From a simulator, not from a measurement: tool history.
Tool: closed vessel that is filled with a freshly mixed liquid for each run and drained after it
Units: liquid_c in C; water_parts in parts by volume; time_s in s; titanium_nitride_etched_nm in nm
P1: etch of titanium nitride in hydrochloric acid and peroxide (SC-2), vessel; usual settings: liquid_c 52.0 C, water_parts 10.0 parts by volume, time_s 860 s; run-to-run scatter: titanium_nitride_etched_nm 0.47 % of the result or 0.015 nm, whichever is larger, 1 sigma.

run	day	liquid_c	water_parts	time_s	hours since the thermometer was replaced	hours since the chemicals flow meter was replaced	hours since the drum of peroxide was connected	titanium_nitride_etched_nm
1	0.462	52.0	10.0	860	306.6	606.9	107.8	31.9510
2	0.929	52.0	10.0	1510	317.8	618.1	119.0	56.6300
3	1.550	36.5	10.0	860	332.7	633.0	133.9	10.9210
4	2.071	65.5	10.0	860	345.2	645.5	146.4	75.2990
5	2.383	52.0	10.0	860	352.7	653.0	153.9	31.6710
6	2.867	52.0	10.0	860	364.3	664.6	165.5	31.9580
7	3.492	66.5	10.0	220	379.3	679.6	180.5	20.5670
8	4.171	52.0	10.0	860	395.6	695.9	196.8	31.7320
9	4.746	52.0	17.5	1490	409.4	709.7	210.6	34.0740
10	5.354	52.0	4.0	860	424.0	724.3	225.2	64.1270
11	5.938	59.0	4.5	860	438.0	738.3	239.2	92.4140
12	6.538	52.0	10.0	35	452.4	752.7	253.6	1.2955
13	6.888	52.0	15.5	860	460.8	761.1	262.0	21.8040
14	7.508	52.0	10.0	860	475.7	776.0	276.9	31.9060
15	8.167	52.0	10.0	860	491.5	791.8	292.7	30.1540
16	8.692	52.0	10.0	860	504.1	804.4	305.3	29.6920

Run 17 comes next. What will it give?
17	9.283	52.0	10.0	860	518.3	818.6	319.5	?

{"run 17": {"titanium_nitride_etched_nm": 29.35}}
